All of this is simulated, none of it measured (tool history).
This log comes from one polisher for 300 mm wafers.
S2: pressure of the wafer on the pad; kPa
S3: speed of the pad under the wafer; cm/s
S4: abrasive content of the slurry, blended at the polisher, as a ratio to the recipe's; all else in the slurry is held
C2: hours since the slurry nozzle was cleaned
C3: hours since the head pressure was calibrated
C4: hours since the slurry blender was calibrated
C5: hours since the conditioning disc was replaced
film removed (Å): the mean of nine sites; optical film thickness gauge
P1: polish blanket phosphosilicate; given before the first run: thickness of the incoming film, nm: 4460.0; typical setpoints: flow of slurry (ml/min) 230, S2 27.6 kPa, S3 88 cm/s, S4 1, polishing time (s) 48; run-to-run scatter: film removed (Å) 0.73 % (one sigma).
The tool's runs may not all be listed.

{"run": 1, "hour": 7.1, "flow of slurry (ml/min)": 230, "S2": 27.6, "S3": 88, "S4": 1, "polishing time (s)": 48, "wafers polished on this pad": 190, "C2": 303.6, "C3": 232.8, "C4": 237.4, "C5": 175.3, "film removed (Å)": 4645.3}
{"run": 2, "hour": 14.5, "flow of slurry (ml/min)": 230, "S2": 15.2, "S3": 88, "S4": 1, "polishing time (s)": 48, "wafers polished on this pad": 274, "C2": 311, "C3": 240.2, "C4": 244.8, "C5": 182.7, "film removed (Å)": 2522.2}
{"run": 3, "hour": 22.9, "flow of slurry (ml/min)": 230, "S2": 27.6, "S3": 88, "S4": 1, "polishing time (s)": 61, "wafers polished on this pad": 369, "C2": 319.4, "C3": 248.6, "C4": 253.2, "C5": 191.1, "film removed (Å)": 5902.2}
{"run": 4, "hour": 28.6, "flow of slurry (ml/min)": 230, "S2": 27.6, "S3": 130, "S4": 1, "polishing time (s)": 37, "wafers polished on this pad": 433, "C2": 325.1, "C3": 254.3, "C4": 258.9, "C5": 196.8, "film removed (Å)": 4883.9}
{"run": 5, "hour": 33.0, "flow of slurry (ml/min)": 230, "S2": 27.6, "S3": 88, "S4": 1, "polishing time (s)": 48, "wafers polished on this pad": 483, "C2": 329.5, "C3": 258.7, "C4": 263.3, "C5": 201.2, "film removed (Å)": 4679.1}
{"run": 6, "hour": 39.3, "flow of slurry (ml/min)": 230, "S2": 27.6, "S3": 130, "S4": 1, "polishing time (s)": 48, "wafers polished on this pad": 554, "C2": 335.8, "C3": 265, "C4": 269.6, "C5": 207.5, "film removed (Å)": 6329.3}
{"run": 7, "hour": 45.2, "flow of slurry (ml/min)": 140, "S2": 27.6, "S3": 88, "S4": 1, "polishing time (s)": 48, "wafers polished on this pad": 621, "C2": 341.7, "C3": 270.9, "C4": 275.5, "C5": 213.4, "film removed (Å)": 4294}
{"run": 8, "hour": 50.8, "flow of slurry (ml/min)": 230, "S2": 27.6, "S3": 88, "S4": 0.7, "polishing time (s)": 74, "wafers polished on this pad": 685, "C2": 347.3, "C3": 276.5, "C4": 281.1, "C5": 219, "film removed (Å)": 6062.7}
{"run": 9, "hour": 55.5, "flow of slurry (ml/min)": 230, "S2": 27.6, "S3": 88, "S4": 1.4, "polishing time (s)": 48, "wafers polished on this pad": 738, "C2": 352, "C3": 281.2, "C4": 285.8, "C5": 223.7, "film removed (Å)": 5388.4}
{"run": 10, "hour": 60.9, "flow of slurry (ml/min)": 230, "S2": 27.6, "S3": 88, "S4": 1, "polishing time (s)": 48, "wafers polished on this pad": 799, "C2": 357.4, "C3": 286.6, "C4": 291.2, "C5": 229.1, "film removed (Å)": 4628.6}
{"run": 11, "hour": 65.1, "flow of slurry (ml/min)": 230, "S2": 27.6, "S3": 88, "S4": 0.6, "polishing time (s)": 48, "wafers polished on this pad": 847, "C2": 361.6, "C3": 290.8, "C4": 295.4, "C5": 233.3, "film removed (Å)": 3562.1}
{"hour": 66.5, "done": "head pressure recalibrated"}
{"run": 12, "hour": 72.7, "flow of slurry (ml/min)": 230, "S2": 27.6, "S3": 88, "S4": 1, "polishing time (s)": 30, "wafers polished on this pad": 933, "C2": 369.2, "C3": 6.2, "C4": 303, "C5": 240.9, "film removed (Å)": 2924.6}
{"run": 13, "hour": 81.4, "flow of slurry (ml/min)": 230, "S2": 38.6, "S3": 88, "S4": 1, "polishing time (s)": 48, "wafers polished on this pad": 1031, "C2": 377.9, "C3": 14.9, "C4": 311.7, "C5": 249.6, "film removed (Å)": 6485.6}
{"run": 14, "hour": 86.9, "flow of slurry (ml/min)": 230, "S2": 27.6, "S3": 88, "S4": 1, "polishing time (s)": 48, "wafers polished on this pad": 1093, "C2": 383.4, "C3": 20.4, "C4": 317.2, "C5": 255.1, "film removed (Å)": 4631.8}
{"hour": 88.5, "done": "slurry blender recalibrated"}
{"run": 15, "hour": 91.3, "flow of slurry (ml/min)": 230, "S2": 27.6, "S3": 88, "S4": 1, "polishing time (s)": 48, "wafers polished on this pad": 1143, "C2": 387.8, "C3": 24.8, "C4": 2.8, "C5": 259.5, "film removed (Å)": 4625.7}
{"run": 16, "hour": 98.8, "flow of slurry (ml/min)": 230, "S2": 27.6, "S3": 88, "S4": 1, "polishing time (s)": 48, "wafers polished on this pad": 1228, "C2": 395.3, "C3": 32.3, "C4": 10.3, "C5": 267, "film removed (Å)": 4672.9}
{"run": 17, "hour": 105.7, "flow of slurry (ml/min)": 230, "S2": 27.6, "S3": 88, "S4": 1, "polishing time (s)": 48, "wafers polished on this pad": 1306, "C2": 402.2, "C3": 39.2, "C4": 17.2, "C5": 273.9, "film removed (Å)": 4660.8}
{"run": 18, "hour": 110.0, "flow of slurry (ml/min)": 230, "S2": 27.6, "S3": 42, "S4": 1, "polishing time (s)": 48, "wafers polished on this pad": 1355, "C2": 406.5, "C3": 43.5, "C4": 21.5, "C5": 278.2, "film removed (Å)": 2561.2}
{"run": 19, "hour": 117.4, "flow of slurry (ml/min)": 295, "S2": 27.6, "S3": 88, "S4": 1, "polishing time (s)": 48, "wafers polished on this pad": 1439, "C2": 413.9, "C3": 50.9, "C4": 28.9, "C5": 285.6, "film removed (Å)": 4720}
{"run": 20, "hour": 124.8, "flow of slurry (ml/min)": 230, "S2": 27.6, "S3": 88, "S4": 1, "polishing time (s)": 48, "wafers polished on this pad": 1523, "C2": 421.3, "C3": 58.3, "C4": 36.3, "C5": 293, "film removed (Å)": 4669.6}
{"run": 21, "hour": 132.9, "flow of slurry (ml/min)": 230, "S2": 27.6, "S3": 88, "S4": 1, "polishing time (s)": 48, "wafers polished on this pad": 1614, "C2": 429.4, "C3": 66.4, "C4": 44.4, "C5": 301.1, "film removed (Å)": 4506.3}
{"run": 22, "hour": 141.5, "flow of slurry (ml/min)": 230, "S2": 27.6, "S3": 88, "S4": 1, "polishing time (s)": 48, "wafers polished on this pad": 1712, "C2": 438, "C3": 75, "C4": 53, "C5": 309.7, "film removed (Å)": 4382.6}
{"run": 23, "hour": 149.2, "flow of slurry (ml/min)": 230, "S2": 27.6, "S3": 88, "S4": 1, "polishing time (s)": 48, "wafers polished on this pad": 1799, "C2": 445.7, "C3": 82.7, "C4": 60.7, "C5": 317.4, "film removed (Å)": 4206.6}
{"hour": 154.2, "done": "head pressure recalibrated"}
{"run": 24, "hour": 154.8, "flow of slurry (ml/min)": 230, "S2": 27.6, "S3": 88, "S4": 1, "polishing time (s)": 48, "wafers polished on this pad": 1862, "C2": 451.3, "C3": 0.7, "C4": 66.3, "C5": 323, "film removed (Å)": 4228.8}
{"run": 25, "hour": 160.2, "flow of slurry (ml/min)": 230, "S2": 27.6, "S3": 88, "S4": 1, "polishing time (s)": 48, "wafers polished on this pad": 1923, "C2": 456.7, "C3": 6.1, "C4": 71.7, "C5": 328.4, "film removed (Å)": 4167.5}
{"run": 26, "hour": 168.6, "flow of slurry (ml/min)": 230, "S2": 27.6, "S3": 88, "S4": 1, "polishing time (s)": 48, "wafers polished on this pad": 2018, "C2": 465.1, "C3": 14.5, "C4": 80.1, "C5": 336.8, "film removed (Å)": 4236.5}
{"hour": 172.3, "done": "slurry nozzle cleaned"}
{"hour": 174.7, "done": "conditioning disc replaced and pad reconditioned"}
{"run": 27, "hour": 177.4, "flow of slurry (ml/min)": 230, "S2": 27.6, "S3": 88, "S4": 1, "polishing time (s)": 48, "wafers polished on this pad": 2118, "C2": 5.2, "C3": 23.3, "C4": 88.9, "C5": 2.7, "film removed (Å)": 4147.3}
{"run": 28, "hour": 184.2, "flow of slurry (ml/min)": 230, "S2": 27.6, "S3": 88, "S4": 1, "polishing time (s)": 48, "wafers polished on this pad": 2195, "C2": 12, "C3": 30.1, "C4": 95.7, "C5": 9.5, "film removed (Å)": 4101.1}
{"run": 29, "hour": 193.2, "flow of slurry (ml/min)": 230, "S2": 27.6, "S3": 88, "S4": 1, "polishing time (s)": 48, "wafers polished on this pad": 2297, "C2": 21, "C3": 39.1, "C4": 104.7, "C5": 18.5, "film removed (Å)": 4126.9}
{"run": 30, "hour": 200.6, "flow of slurry (ml/min)": 230, "S2": 27.6, "S3": 88, "S4": 1, "polishing time (s)": 48, "wafers polished on this pad": 2381, "C2": 28.4, "C3": 46.5, "C4": 112.1, "C5": 25.9, "film removed (Å)": 4164.6}

The output of P1 has drifted from where it used to be. Each of the 2 causes below, taken at the size shown beside it, accounts for the log equally well:
A: removal rate lost through wear of the pad, % = 11.9
B: abrasive missing from the slurry, % = 22.9
The drift started at roughly hour 124.8.
The rest of the possible causes, and what rules out each one:
slurry flow missing at the pad, %: serviced at hour 172.3, which brought nothing back
head's pressure below its setpoint, %: serviced at hour 154.2, which brought nothing back
time polished since the conditioner stopped cutting, s: serviced at hour 174.7, which brought nothing back

4 check runs are offered, each on 5 wafers whose results are averaged, their results left as question marks. Which one tells the causes apart?
{"run": "check 1", "hour": 208.0, "flow of slurry (ml/min)": 230, "S2": 27.6, "S3": 130, "S4": 1, "polishing time (s)": 48, "film removed (Å)": "?"}
{"run": "check 2", "hour": 208.0, "flow of slurry (ml/min)": 230, "S2": 27.6, "S3": 116, "S4": 0.7, "polishing time (s)": 48, "film removed (Å)": "?"}
{"run": "check 3", "hour": 208.0, "flow of slurry (ml/min)": 230, "S2": 22.1, "S3": 114, "S4": 1, "polishing time (s)": 48, "film removed (Å)": "?"}
{"run": "check 4", "hour": 208.0, "flow of slurry (ml/min)": 290, "S2": 27.6, "S3": 54, "S4": 1, "polishing time (s)": 48, "film removed (Å)": "?"}

If the cause were each of the candidates in turn, the checks would give the following:
check=check_1 result=film_removed_(Å) if_A=5618.7 if_B=5619
check=check_2 result=film_removed_(Å) if_A=4292.9 if_B=4195.5
check=check_3 result=film_removed_(Å) if_A=4046.7 if_B=4046.9
check=check_4 result=film_removed_(Å) if_A=2850.2 if_B=2850.4
Minimum pairwise separation of causes per check, each pair taken at its best-separating result: check 1 0.01 %; check 2 2.29 %; check 3 0.01 %; check 4 0.01 %
Check 2 tells the causes apart: in the others they would give nearly the same result.

With check 2 done, the readings were: film removed (Å) 4187.2. Identify which of the listed causes applies.

B is the cause: abrasive missing from the slurry, %.

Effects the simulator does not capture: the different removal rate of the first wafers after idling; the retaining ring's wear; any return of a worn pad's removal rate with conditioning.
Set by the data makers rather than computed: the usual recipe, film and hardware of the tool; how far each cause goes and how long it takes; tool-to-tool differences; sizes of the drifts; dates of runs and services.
